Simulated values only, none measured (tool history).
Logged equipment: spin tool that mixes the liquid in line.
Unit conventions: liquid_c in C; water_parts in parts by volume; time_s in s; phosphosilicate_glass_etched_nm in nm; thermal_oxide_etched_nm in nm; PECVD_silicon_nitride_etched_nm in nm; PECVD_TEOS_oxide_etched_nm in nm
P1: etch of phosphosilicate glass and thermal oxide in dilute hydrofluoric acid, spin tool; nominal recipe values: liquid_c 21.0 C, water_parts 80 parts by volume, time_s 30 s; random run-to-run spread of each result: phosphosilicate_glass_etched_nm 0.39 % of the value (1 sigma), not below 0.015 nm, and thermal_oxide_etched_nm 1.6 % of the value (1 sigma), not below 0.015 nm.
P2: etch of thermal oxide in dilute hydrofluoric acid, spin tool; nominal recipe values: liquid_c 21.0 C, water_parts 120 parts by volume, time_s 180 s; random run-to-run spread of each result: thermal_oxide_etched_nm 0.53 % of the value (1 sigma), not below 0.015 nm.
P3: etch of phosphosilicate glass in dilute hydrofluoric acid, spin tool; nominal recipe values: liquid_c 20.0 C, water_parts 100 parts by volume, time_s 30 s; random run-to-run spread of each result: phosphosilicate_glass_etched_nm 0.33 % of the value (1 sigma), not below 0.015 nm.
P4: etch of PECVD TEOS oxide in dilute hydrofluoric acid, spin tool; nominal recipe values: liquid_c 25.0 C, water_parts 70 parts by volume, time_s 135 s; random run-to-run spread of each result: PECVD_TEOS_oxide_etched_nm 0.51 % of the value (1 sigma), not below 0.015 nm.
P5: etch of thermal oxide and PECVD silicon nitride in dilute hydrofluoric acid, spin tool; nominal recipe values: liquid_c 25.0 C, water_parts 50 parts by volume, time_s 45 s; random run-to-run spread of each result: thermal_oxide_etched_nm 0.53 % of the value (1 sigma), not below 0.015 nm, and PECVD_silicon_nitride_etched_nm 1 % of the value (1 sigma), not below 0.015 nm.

| run | day | process | liquid_c | water_parts | time_s | phosphosilicate_glass_etched_nm | thermal_oxide_etched_nm | PECVD_silicon_nitride_etched_nm | PECVD_TEOS_oxide_etched_nm |
|---|---|---|---|---|---|---|---|---|---|
| 1 | 0.638 | P1 | 21.0 | 80 | 30 | 44.508 | 1.63080 |  |  |
| 2 | 1.000 | P1 | 17.5 | 80 | 30 | 38.292 | 1.42080 |  |  |
| 3 | 1.725 | P2 | 21.0 | 120 | 180 |  | 6.11610 |  |  |
| 4 | 2.429 | P2 | 21.0 | 170 | 180 |  | 4.08940 |  |  |
| 5 | 3.146 | P5 | 25.0 | 20 | 45 |  | 11.80000 | 5.0250 |  |
| 6 | 3.471 | P1 | 21.0 | 80 | 65 | 95.851 | 3.48180 |  |  |
| 7 | 4.000 | P5 | 25.0 | 50 | 45 |  | 4.47350 | 2.0380 |  |
| 8 | 4.654 | P1 | 21.0 | 20 | 15 | 96.076 | 3.55230 |  |  |
| 9 | 5.062 | P1 | 25.0 | 80 | 30 | 52.238 | 1.91610 |  |  |
| 10 | 5.550 | P1 | 21.0 | 80 | 15 | 22.232 | 0.78862 |  |  |
|  | 5.875 | hydrofluoric acid flow meter replaced |
| 11 | 5.971 | P2 | 21.0 | 120 | 20 |  | 0.65670 |  |  |
| 12 | 6.575 | P3 | 17.0 | 100 | 30 | 16.350 |  |  |  |
| 13 | 7.021 | P1 | 21.0 | 45 | 30 | 82.345 | 3.00380 |  |  |
| 14 | 7.429 | P2 | 17.0 | 120 | 180 |  | 5.24810 |  |  |
| 15 | 7.875 | P1 | 17.0 | 80 | 15 | 18.751 | 0.70210 |  |  |
| 16 | 8.238 | P3 | 20.0 | 100 | 30 | 18.528 |  |  |  |
| 17 | 8.754 | P1 | 21.0 | 115 | 30 | 29.711 | 1.06350 |  |  |
| 18 | 9.279 | P3 | 20.0 | 100 | 60 | 37.240 |  |  |  |
| 19 | 9.854 | P5 | 33.0 | 50 | 45 |  | 6.19090 | 3.4912 |  |
| 20 | 10.596 | P5 | 25.0 | 50 | 80 |  | 7.95200 | 3.6336 |  |
| 21 | 11.162 | P4 | 29.5 | 70 | 135 |  |  |  | 20.6040 |
| 22 | 11.771 | P4 | 25.0 | 70 | 25 |  |  |  | 3.2169 |
| 23 | 12.471 | P1 | 21.0 | 80 | 30 | 44.526 | 1.59450 |  |  |
| 24 | 13.167 | P1 | 21.0 | 80 | 30 | 44.277 | 1.59680 |  |  |
| 25 | 13.842 | P3 | 20.0 | 20 | 30 | 102.030 |  |  |  |
| 26 | 14.583 | P4 | 25.0 | 45 | 135 |  |  |  | 27.6310 |
| 27 | 15.000 | P4 | 25.0 | 70 | 135 |  |  |  | 17.2200 |
| 28 | 15.575 | P1 | 21.0 | 80 | 30 | 44.156 | 1.58200 |  |  |
| 29 | 16.171 | P1 | 21.0 | 80 | 30 | 44.407 | 1.60140 |  |  |

Predict the results of run 30:
| 30 | 16.562 | P1 | 21.0 | 80 | 30 | ? | ? |  |  |

For run 30 the tool returned phosphosilicate_glass_etched_nm 44.322 nm, thermal_oxide_etched_nm 1.63540 nm.
